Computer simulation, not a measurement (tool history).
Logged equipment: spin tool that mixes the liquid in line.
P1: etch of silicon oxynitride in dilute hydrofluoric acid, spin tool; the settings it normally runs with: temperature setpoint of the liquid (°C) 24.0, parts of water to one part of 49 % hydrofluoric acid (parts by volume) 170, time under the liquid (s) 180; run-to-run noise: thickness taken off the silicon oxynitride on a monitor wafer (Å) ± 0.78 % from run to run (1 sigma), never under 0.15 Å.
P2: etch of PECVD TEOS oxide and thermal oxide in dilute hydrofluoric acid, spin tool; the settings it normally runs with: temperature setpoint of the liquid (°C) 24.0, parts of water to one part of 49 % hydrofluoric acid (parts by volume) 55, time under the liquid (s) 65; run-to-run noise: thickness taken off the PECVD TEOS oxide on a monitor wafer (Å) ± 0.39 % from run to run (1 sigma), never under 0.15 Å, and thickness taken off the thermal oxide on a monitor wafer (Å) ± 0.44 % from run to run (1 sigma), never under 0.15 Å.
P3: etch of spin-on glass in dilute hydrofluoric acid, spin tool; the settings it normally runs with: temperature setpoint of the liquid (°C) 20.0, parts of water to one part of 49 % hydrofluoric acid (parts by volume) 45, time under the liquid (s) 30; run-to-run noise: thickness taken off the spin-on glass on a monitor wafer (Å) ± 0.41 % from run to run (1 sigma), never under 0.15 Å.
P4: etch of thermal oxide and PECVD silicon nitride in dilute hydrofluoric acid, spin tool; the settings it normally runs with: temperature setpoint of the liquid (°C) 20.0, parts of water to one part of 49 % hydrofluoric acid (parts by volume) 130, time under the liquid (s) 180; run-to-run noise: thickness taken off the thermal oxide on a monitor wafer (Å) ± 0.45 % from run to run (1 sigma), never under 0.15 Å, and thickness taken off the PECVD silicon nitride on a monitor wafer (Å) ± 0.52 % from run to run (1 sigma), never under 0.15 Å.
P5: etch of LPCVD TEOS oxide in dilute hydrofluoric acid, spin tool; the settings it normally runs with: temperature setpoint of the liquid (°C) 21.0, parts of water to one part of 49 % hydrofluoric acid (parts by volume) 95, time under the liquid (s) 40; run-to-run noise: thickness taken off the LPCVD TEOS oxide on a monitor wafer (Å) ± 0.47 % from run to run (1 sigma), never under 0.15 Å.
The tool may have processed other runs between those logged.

| run | day | process that ran | temperature setpoint of the liquid (°C) | parts of water to one part of 49 % hydrofluoric acid (parts by volume) | time under the liquid (s) | hours since the thermometer was replaced | hours since the hydrofluoric acid flow meter was replaced | thickness taken off the silicon oxynitride on a monitor wafer (Å) | thickness taken off the LPCVD TEOS oxide on a monitor wafer (Å) | thickness taken off the PECVD TEOS oxide on a monitor wafer (Å) | thickness taken off the thermal oxide on a monitor wafer (Å) | thickness taken off the PECVD silicon nitride on a monitor wafer (Å) | thickness taken off the spin-on glass on a monitor wafer (Å) |
|---|---|---|---|---|---|---|---|---|---|---|---|---|---|
| 1 | 0.212 | P1 | 24.0 | 170 | 180 | 516.0 | 201.6 | 30.4580 |  |  |  |  |  |
| 2 | 0.446 | P1 | 24.0 | 170 | 35 | 521.6 | 207.2 | 5.9577 |  |  |  |  |  |
| 3 | 0.679 | P1 | 30.5 | 170 | 180 | 527.2 | 212.8 | 39.7950 |  |  |  |  |  |
| 4 | 0.912 | P5 | 21.0 | 95 | 80 | 532.8 | 218.4 |  | 128.580 |  |  |  |  |
| 5 | 1.142 | P5 | 21.0 | 20 | 40 | 538.3 | 223.9 |  | 331.530 |  |  |  |  |
| 6 | 1.308 | P2 | 17.0 | 55 | 65 | 542.3 | 227.9 |  |  | 95.127 | 46.353 |  |  |
| 7 | 1.592 | P4 | 20.0 | 130 | 180 | 549.1 | 234.7 |  |  |  | 51.724 | 61.682 |  |
| 8 | 1.767 | P4 | 20.0 | 130 | 180 | 553.3 | 238.9 |  |  |  | 52.122 | 61.602 |  |
| 9 | 2.021 | P1 | 17.0 | 170 | 180 | 559.4 | 245.0 | 21.8590 |  |  |  |  |  |
| 10 | 2.167 | P1 | 17.5 | 170 | 340 | 562.9 | 248.5 | 41.4640 |  |  |  |  |  |
| 11 | 2.350 | P1 | 24.0 | 170 | 180 | 567.3 | 252.9 | 30.4660 |  |  |  |  |  |
| 12 | 2.496 | P2 | 24.0 | 55 | 65 | 570.8 | 256.4 |  |  | 128.490 | 62.424 |  |  |
| 13 | 2.758 | P3 | 20.0 | 20 | 30 | 577.1 | 262.7 |  |  |  |  |  | 845.33 |
| 14 | 3.012 | P2 | 24.0 | 95 | 65 | 583.2 | 268.8 |  |  | 70.123 | 34.051 |  |  |
| 15 | 3.233 | P4 | 20.0 | 130 | 360 | 588.5 | 274.1 |  |  |  | 104.380 | 123.500 |  |
| 16 | 3.383 | P1 | 24.0 | 170 | 180 | 592.1 | 277.7 | 30.1500 |  |  |  |  |  |
| 17 | 3.662 | P1 | 24.0 | 170 | 180 | 598.8 | 284.4 | 30.3760 |  |  |  |  |  |
| 18 | 3.842 | P1 | 24.0 | 235 | 180 | 603.1 | 288.7 | 21.2470 |  |  |  |  |  |
| 19 | 4.092 | P1 | 24.0 | 170 | 320 | 609.1 | 294.7 | 53.6430 |  |  |  |  |  |
| 20 | 4.233 | P1 | 24.0 | 50 | 180 | 612.5 | 298.1 | 113.7500 |  |  |  |  |  |
| 21 | 4.529 | P5 | 17.0 | 95 | 40 | 619.6 | 305.2 |  | 54.599 |  |  |  |  |
| 22 | 4.717 | P5 | 21.0 | 95 | 40 | 624.1 | 309.7 |  | 63.975 |  |  |  |  |
| 23 | 4.921 | P2 | 24.0 | 55 | 15 | 629.0 | 314.6 |  |  | 29.621 | 14.191 |  |  |
| 24 | 5.129 | P3 | 20.0 | 45 | 30 | 634.0 | 319.6 |  |  |  |  |  | 361.08 |
| 25 | 5.367 | P4 | 20.0 | 60 | 180 | 639.7 | 325.3 |  |  |  | 121.650 | 130.600 |  |
| 26 | 5.629 | P3 | 17.0 | 45 | 30 | 646.0 | 331.6 |  |  |  |  |  | 320.11 |
| 27 | 5.933 | P4 | 17.0 | 130 | 180 | 653.3 | 338.9 |  |  |  | 46.081 | 50.188 |  |
| 28 | 6.079 | P1 | 24.0 | 170 | 180 | 656.8 | 342.4 | 30.4560 |  |  |  |  |  |
| 29 | 6.317 | P1 | 30.5 | 170 | 30 | 662.5 | 348.1 | 6.4950 |  |  |  |  |  |
| 30 | 6.517 | P3 | 20.0 | 45 | 55 | 667.3 | 352.9 |  |  |  |  |  | 661.86 |
| 31 | 6.758 | P2 | 24.0 | 55 | 65 | 673.1 | 358.7 |  |  | 128.130 | 61.427 |  |  |
| 32 | 7.025 | P1 | 24.0 | 170 | 180 | 679.5 | 365.1 | 30.4680 |  |  |  |  |  |
| 33 | 7.242 | P1 | 24.0 | 170 | 180 | 684.7 | 370.3 | 30.3900 |  |  |  |  |  |
| 34 | 7.496 | P1 | 24.0 | 170 | 180 | 690.8 | 376.4 | 29.7590 |  |  |  |  |  |
| 35 | 7.788 | P1 | 24.0 | 170 | 180 | 697.8 | 383.4 | 28.4140 |  |  |  |  |  |
| 36 | 8.050 | P1 | 24.0 | 170 | 180 | 704.1 | 389.7 | 28.3630 |  |  |  |  |  |
| 37 | 8.196 | P1 | 24.0 | 170 | 180 | 707.6 | 393.2 | 28.5840 |  |  |  |  |  |
| 38 | 8.421 | P1 | 24.0 | 170 | 180 | 713.0 | 398.6 | 28.4270 |  |  |  |  |  |
| 39 | 8.571 | P1 | 24.0 | 170 | 180 | 716.6 | 402.2 | 28.4520 |  |  |  |  |  |
| 40 | 8.704 | P1 | 24.0 | 170 | 180 | 719.8 | 405.4 | 28.3840 |  |  |  |  |  |
| 41 | 8.892 | P1 | 24.0 | 170 | 180 | 724.3 | 409.9 | 28.1570 |  |  |  |  |  |
| 42 | 9.192 | P1 | 24.0 | 170 | 180 | 731.5 | 417.1 | 28.1490 |  |  |  |  |  |
| 43 | 9.438 | P1 | 24.0 | 170 | 180 | 737.4 | 423.0 | 28.0560 |  |  |  |  |  |

What P1 gives has crept away from where it was. These 2 causes fit the log equally well, each at the size given:
A: liquid colder than its thermometer reads (K) = 1.61
B: hydrofluoric acid flow below the setpoint (%) = 6.26
The creep began at about day 7.242.

Below are 4 check runs, each on a single wafer, with their results shown as question marks. Which of them would tell the listed causes apart, meaning the causes would give clearly different results under it?
| check 1 | 9.683 | P3 | 20.0 | 20 | 30 |  |  |  |  |  |  |  | ? |
| check 2 | 9.683 | P4 | 20.0 | 65 | 285 |  |  |  |  |  | ? | ? |  |
| check 3 | 9.683 | P5 | 17.0 | 95 | 70 |  |  |  | ? |  |  |  |  |
| check 4 | 9.683 | P2 | 19.5 | 75 | 65 |  |  |  |  | ? | ? |  |  |

How each check would come out, cause by cause:
| check | result | if A | if B |
|---|---|---|---|
| check 1 | thickness taken off the spin-on glass on a monitor wafer (Å) | 781.31 | 784.37 |
| check 2 | thickness taken off the thermal oxide on a monitor wafer (Å) | 166.130 | 165.860 |
| check 2 | thickness taken off the PECVD silicon nitride on a monitor wafer (Å) | 171.860 | 180.460 |
| check 3 | thickness taken off the LPCVD TEOS oxide on a monitor wafer (Å) | 88.758 | 88.527 |
| check 4 | thickness taken off the PECVD TEOS oxide on a monitor wafer (Å) | 70.878 | 70.707 |
| check 4 | thickness taken off the thermal oxide on a monitor wafer (Å) | 34.331 | 34.248 |
Per-check spread between the two closest causes, in the result where they differ most: check 1 0.39 %; check 2 4.88 %; check 3 0.26 %; check 4 0.24 %
Only check 2 tells the causes apart: in the others they would give nearly the same result.

With check 2 done, the readings were: thickness taken off the thermal oxide on a monitor wafer (Å) 166.010; thickness taken off the PECVD silicon nitride on a monitor wafer (Å) 180.520. Identify which of the listed causes applies.

It is B: hydrofluoric acid flow below the setpoint (%).
